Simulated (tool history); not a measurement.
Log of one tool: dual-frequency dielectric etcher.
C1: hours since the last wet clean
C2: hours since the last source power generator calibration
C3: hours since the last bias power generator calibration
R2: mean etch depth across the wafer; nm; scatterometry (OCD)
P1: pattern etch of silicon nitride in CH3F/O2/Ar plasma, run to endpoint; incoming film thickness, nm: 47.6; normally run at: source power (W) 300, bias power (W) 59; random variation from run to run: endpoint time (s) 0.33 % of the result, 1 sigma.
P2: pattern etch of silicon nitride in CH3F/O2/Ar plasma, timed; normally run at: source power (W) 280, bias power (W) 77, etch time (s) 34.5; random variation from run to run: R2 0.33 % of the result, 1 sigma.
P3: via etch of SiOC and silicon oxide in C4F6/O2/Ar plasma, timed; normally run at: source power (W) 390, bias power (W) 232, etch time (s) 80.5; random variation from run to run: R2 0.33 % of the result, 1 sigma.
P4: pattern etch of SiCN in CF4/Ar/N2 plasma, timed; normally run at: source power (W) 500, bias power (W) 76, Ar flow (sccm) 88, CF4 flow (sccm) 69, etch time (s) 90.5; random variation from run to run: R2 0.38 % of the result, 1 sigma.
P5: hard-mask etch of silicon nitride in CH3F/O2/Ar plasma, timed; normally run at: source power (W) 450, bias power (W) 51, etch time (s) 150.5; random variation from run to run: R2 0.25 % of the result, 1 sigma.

{"run": 1, "hour": 4.7, "process that ran": "P1", "source power (W)": 300, "bias power (W)": 59, "C1": 203.9, "C2": 700.4, "C3": 2468.5, "endpoint time (s)": 83.86}
{"run": 2, "hour": 9.8, "process that ran": "P1", "source power (W)": 300, "bias power (W)": 59, "C1": 209.0, "C2": 705.5, "C3": 2473.6, "endpoint time (s)": 83.779}
{"run": 3, "hour": 16.6, "process that ran": "P5", "source power (W)": 450, "bias power (W)": 51, "etch time (s)": 197.0, "C1": 215.8, "C2": 712.3, "C3": 2480.4, "R2": 132.24}
{"run": 4, "hour": 22.7, "process that ran": "P5", "source power (W)": 450, "bias power (W)": 51, "etch time (s)": 150.5, "C1": 221.9, "C2": 718.4, "C3": 2486.5, "R2": 101.05}
{"run": 5, "hour": 28.2, "process that ran": "P5", "source power (W)": 450, "bias power (W)": 51, "etch time (s)": 150.5, "C1": 227.4, "C2": 723.9, "C3": 2492.0, "R2": 100.73}
{"run": 6, "hour": 36.4, "process that ran": "P1", "source power (W)": 360, "bias power (W)": 82, "C1": 235.6, "C2": 732.1, "C3": 2500.2, "endpoint time (s)": 69.668}
{"run": 7, "hour": 41.5, "process that ran": "P4", "source power (W)": 500, "bias power (W)": 76, "etch time (s)": 90.5, "Ar flow (sccm)": 88, "CF4 flow (sccm)": 69, "C1": 240.7, "C2": 737.2, "C3": 2505.3, "R2": 90.382}
{"run": 8, "hour": 50.1, "process that ran": "P1", "source power (W)": 300, "bias power (W)": 76, "C1": 249.3, "C2": 745.8, "C3": 2513.9, "endpoint time (s)": 76.879}
{"run": 9, "hour": 55.7, "process that ran": "P2", "source power (W)": 280, "bias power (W)": 49, "etch time (s)": 34.5, "C1": 254.9, "C2": 751.4, "C3": 2519.5, "R2": 18.761}
{"run": 10, "hour": 60.3, "process that ran": "P3", "source power (W)": 520, "bias power (W)": 232, "etch time (s)": 80.5, "C1": 259.5, "C2": 756.0, "C3": 2524.1, "R2": 110.42}
{"run": 11, "hour": 64.4, "process that ran": "P4", "source power (W)": 500, "bias power (W)": 76, "etch time (s)": 90.5, "Ar flow (sccm)": 88, "CF4 flow (sccm)": 89, "C1": 263.6, "C2": 760.1, "C3": 2528.2, "R2": 92.762}
{"run": 12, "hour": 68.6, "process that ran": "P2", "source power (W)": 280, "bias power (W)": 77, "etch time (s)": 34.5, "C1": 267.8, "C2": 764.3, "C3": 2532.4, "R2": 21.838}
{"run": 13, "hour": 77.6, "process that ran": "P2", "source power (W)": 370, "bias power (W)": 77, "etch time (s)": 34.5, "C1": 276.8, "C2": 773.3, "C3": 2541.4, "R2": 24.346}
{"run": 14, "hour": 86.1, "process that ran": "P3", "source power (W)": 390, "bias power (W)": 232, "etch time (s)": 80.5, "C1": 285.3, "C2": 781.8, "C3": 2549.9, "R2": 99.511}
{"run": 15, "hour": 95.1, "process that ran": "P1", "source power (W)": 230, "bias power (W)": 78, "C1": 294.3, "C2": 790.8, "C3": 2558.9, "endpoint time (s)": 84.358}
{"run": 16, "hour": 101.6, "process that ran": "P4", "source power (W)": 500, "bias power (W)": 76, "etch time (s)": 90.5, "Ar flow (sccm)": 88, "CF4 flow (sccm)": 69, "C1": 300.8, "C2": 797.3, "C3": 2565.4, "R2": 89.753}
{"run": 17, "hour": 109.1, "process that ran": "P3", "source power (W)": 390, "bias power (W)": 232, "etch time (s)": 110.0, "C1": 308.3, "C2": 804.8, "C3": 2572.9, "R2": 135.83}
{"run": 18, "hour": 113.9, "process that ran": "P1", "source power (W)": 300, "bias power (W)": 59, "C1": 313.1, "C2": 809.6, "C3": 2577.7, "endpoint time (s)": 83.979}
{"run": 19, "hour": 119.4, "process that ran": "P2", "source power (W)": 280, "bias power (W)": 77, "etch time (s)": 46.0, "C1": 318.6, "C2": 815.1, "C3": 2583.2, "R2": 29.146}
{"run": 20, "hour": 124.8, "process that ran": "P4", "source power (W)": 500, "bias power (W)": 76, "etch time (s)": 115.0, "Ar flow (sccm)": 88, "CF4 flow (sccm)": 69, "C1": 324.0, "C2": 820.5, "C3": 2588.6, "R2": 114.77}
{"run": 21, "hour": 131.1, "process that ran": "P1", "source power (W)": 370, "bias power (W)": 59, "C1": 330.3, "C2": 826.8, "C3": 2594.9, "endpoint time (s)": 77.291}
{"run": 22, "hour": 137.7, "process that ran": "P4", "source power (W)": 500, "bias power (W)": 44, "etch time (s)": 90.5, "Ar flow (sccm)": 88, "CF4 flow (sccm)": 69, "C1": 336.9, "C2": 833.4, "C3": 2601.5, "R2": 75.534}
{"run": 23, "hour": 145.2, "process that ran": "P4", "source power (W)": 360, "bias power (W)": 76, "etch time (s)": 90.5, "Ar flow (sccm)": 88, "CF4 flow (sccm)": 69, "C1": 344.4, "C2": 840.9, "C3": 2609.0, "R2": 67.576}
{"run": 24, "hour": 149.9, "process that ran": "P4", "source power (W)": 500, "bias power (W)": 76, "etch time (s)": 90.5, "Ar flow (sccm)": 56, "CF4 flow (sccm)": 69, "C1": 349.1, "C2": 845.6, "C3": 2613.7, "R2": 95.679}
{"run": 25, "hour": 158.2, "process that ran": "P5", "source power (W)": 570, "bias power (W)": 51, "etch time (s)": 150.5, "C1": 357.4, "C2": 853.9, "C3": 2622.0, "R2": 111.16}
{"run": 26, "hour": 165.4, "process that ran": "P3", "source power (W)": 390, "bias power (W)": 232, "etch time (s)": 80.5, "C1": 364.6, "C2": 861.1, "C3": 2629.2, "R2": 98.982}
{"run": 27, "hour": 172.4, "process that ran": "P1", "source power (W)": 300, "bias power (W)": 59, "C1": 371.6, "C2": 868.1, "C3": 2636.2, "endpoint time (s)": 83.959}
{"run": 28, "hour": 181.3, "process that ran": "P3", "source power (W)": 390, "bias power (W)": 149, "etch time (s)": 80.5, "C1": 380.5, "C2": 877.0, "C3": 2645.1, "R2": 85.741}
{"run": 29, "hour": 185.6, "process that ran": "P1", "source power (W)": 300, "bias power (W)": 59, "C1": 384.8, "C2": 881.3, "C3": 2649.4, "endpoint time (s)": 83.54}
{"run": 30, "hour": 191.3, "process that ran": "P5", "source power (W)": 450, "bias power (W)": 71, "etch time (s)": 150.5, "C1": 390.5, "C2": 887.0, "C3": 2655.1, "R2": 112.39}
{"run": 31, "hour": 196.2, "process that ran": "P1", "source power (W)": 180, "bias power (W)": 59, "C1": 395.4, "C2": 891.9, "C3": 2660.0, "endpoint time (s)": 102.27}
{"run": 32, "hour": 205.2, "process that ran": "P1", "source power (W)": 300, "bias power (W)": 59, "C1": 404.4, "C2": 900.9, "C3": 2669.0, "endpoint time (s)": 84.025}
{"run": 33, "hour": 211.4, "process that ran": "P1", "source power (W)": 300, "bias power (W)": 39, "C1": 410.6, "C2": 907.1, "C3": 2675.2, "endpoint time (s)": 95.85}
{"run": 34, "hour": 219.3, "process that ran": "P1", "source power (W)": 300, "bias power (W)": 59, "C1": 418.5, "C2": 915.0, "C3": 2683.1, "endpoint time (s)": 84.024}
{"run": 35, "hour": 225.6, "process that ran": "P1", "source power (W)": 300, "bias power (W)": 59, "C1": 424.8, "C2": 921.3, "C3": 2689.4, "endpoint time (s)": 84.35}
{"run": 36, "hour": 234.3, "process that ran": "P1", "source power (W)": 300, "bias power (W)": 59, "C1": 433.5, "C2": 930.0, "C3": 2698.1, "endpoint time (s)": 84.738}
{"run": 37, "hour": 241.9, "process that ran": "P1", "source power (W)": 300, "bias power (W)": 59, "C1": 441.1, "C2": 937.6, "C3": 2705.7, "endpoint time (s)": 84.719}
{"run": 38, "hour": 246.8, "process that ran": "P1", "source power (W)": 300, "bias power (W)": 59, "C1": 446.0, "C2": 942.5, "C3": 2710.6, "endpoint time (s)": 85.427}
{"run": 39, "hour": 255.7, "process that ran": "P1", "source power (W)": 300, "bias power (W)": 59, "C1": 454.9, "C2": 951.4, "C3": 2719.5, "endpoint time (s)": 85.711}
{"hour": 256.9, "done": "wet clean of the chamber"}
{"run": 40, "hour": 263.1, "process that ran": "P1", "source power (W)": 300, "bias power (W)": 59, "C1": 6.2, "C2": 958.8, "C3": 2726.9, "endpoint time (s)": 85.563}
{"run": 41, "hour": 267.9, "process that ran": "P1", "source power (W)": 300, "bias power (W)": 59, "C1": 11.0, "C2": 963.6, "C3": 2731.7, "endpoint time (s)": 85.159}
{"run": 42, "hour": 275.9, "process that ran": "P1", "source power (W)": 300, "bias power (W)": 59, "C1": 19.0, "C2": 971.6, "C3": 2739.7, "endpoint time (s)": 84.823}

What P1 gives has crept away from where it was. These 2 causes fit the log equally well, each at the size given:
A: source power that arrives under what is set, % = 4.22
B: bias power that arrives under what is set, % = 4.82
The creep began at about hour 219.3.
Why every other cause is out:
chamber walls in a state that lowers the etch rate, %: serviced at hour 256.9, which brought nothing back

4 check runs are offered, each on 2 wafers whose results are averaged, their results left as question marks. Which one tells the causes apart?
{"run": "check 1", "hour": 283.9, "process that ran": "P2", "source power (W)": 280, "bias power (W)": 77, "etch time (s)": 34.5, "R2": "?"}
{"run": "check 2", "hour": 283.9, "process that ran": "P5", "source power (W)": 450, "bias power (W)": 51, "etch time (s)": 150.5, "R2": "?"}
{"run": "check 3", "hour": 283.9, "process that ran": "P4", "source power (W)": 500, "bias power (W)": 76, "etch time (s)": 90.5, "Ar flow (sccm)": 88, "CF4 flow (sccm)": 69, "R2": "?"}
{"run": "check 4", "hour": 283.9, "process that ran": "P3", "source power (W)": 390, "bias power (W)": 232, "etch time (s)": 80.5, "R2": "?"}

What each check would give under each cause:
check=check_1 result=R2 if_A=21.509 if_B=21.479
check=check_2 result=R2 if_A=99.251 if_B=99.400
check=check_3 result=R2 if_A=86.815 if_B=88.668
check=check_4 result=R2 if_A=97.355 if_B=97.333
How far apart the two closest causes lie, in the result that separates them most: check 1 0.14 %; check 2 0.15 %; check 3 2.11 %; check 4 0.02 %
Only check 3 tells the causes apart: in the others they would give nearly the same result.

Then check 3 was run and gave: R2 88.379 nm. Which cause is it?

It is B: bias power that arrives under what is set, %.
